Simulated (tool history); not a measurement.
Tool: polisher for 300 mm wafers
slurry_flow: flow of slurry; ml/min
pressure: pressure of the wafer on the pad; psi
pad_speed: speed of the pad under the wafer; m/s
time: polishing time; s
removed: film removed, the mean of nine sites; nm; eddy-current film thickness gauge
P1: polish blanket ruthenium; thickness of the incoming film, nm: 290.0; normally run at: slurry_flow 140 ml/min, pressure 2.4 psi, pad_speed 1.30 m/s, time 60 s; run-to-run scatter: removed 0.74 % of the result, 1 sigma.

run	day	slurry_flow	pressure	pad_speed	time	removed
1	0.183	140	2.4	1.30	60	93.539
2	0.483	85	2.4	1.30	60	82.661
3	0.812	140	2.4	1.30	60	93.800
# day 0.879: head pressure recalibrated
4	1.017	140	2.4	1.30	60	93.277
5	1.325	140	1.2	1.30	60	46.493
6	1.629	140	2.4	1.30	92	144.460
7	1.804	140	2.4	1.94	60	138.750
8	2.138	140	2.4	0.90	60	64.428
9	2.325	140	2.4	1.30	27	41.840
10	2.533	90	2.4	2.00	60	129.780
11	2.779	85	1.4	1.30	60	48.206
12	3.004	190	2.4	1.30	60	98.785
13	3.233	140	2.4	1.30	60	93.188
14	3.467	140	3.4	1.30	60	132.510
15	3.671	140	2.4	1.30	60	93.832
16	3.954	140	2.4	1.30	60	89.015
17	4.208	140	2.4	1.30	60	86.560
18	4.362	140	2.4	1.30	60	85.617
# day 4.433: worn pad replaced by a new one
19	4.650	140	2.4	1.30	60	84.831
20	4.921	140	2.4	1.30	60	83.846
21	5.179	140	2.4	1.30	60	82.896
22	5.346	140	2.4	1.30	60	84.373
23	5.521	140	2.4	1.30	60	83.632
24	5.821	140	2.4	1.30	60	82.480

What P1 gives has crept away from where it was. These 2 causes fit the log equally well, each at the size given:
A: slurry flow missing at the pad, % = 39.8
B: head's pressure below its setpoint, % = 11.1
The creep began at about day 3.671.
Why every other cause is out:
removal rate lost through wear of the pad, %: serviced at day 4.433, which brought nothing back

4 check runs are offered, each on 2 wafers whose results are averaged, their results left as question marks. Which one tells the causes apart?
check 1	6.121	95	3.2	1.30	60	?
check 2	6.121	140	2.4	1.92	60	?
check 3	6.121	140	3.4	1.78	60	?
check 4	6.121	140	2.4	1.74	27	?

What each check would give under each cause:
check	result	if A	if B
check 1	removed	96.858	101.560
check 2	removed	122.450	122.510
check 3	removed	160.830	160.900
check 4	removed	49.938	49.961
How far apart the two closest causes lie, in the result that separates them most: check 1 4.74 %; check 2 0.05 %; check 3 0.05 %; check 4 0.05 %
Only check 1 tells the causes apart: in the others they would give nearly the same result.

Then check 1 was run and gave: removed 101.420 nm. Which cause is it?

It is B: head's pressure below its setpoint, %.
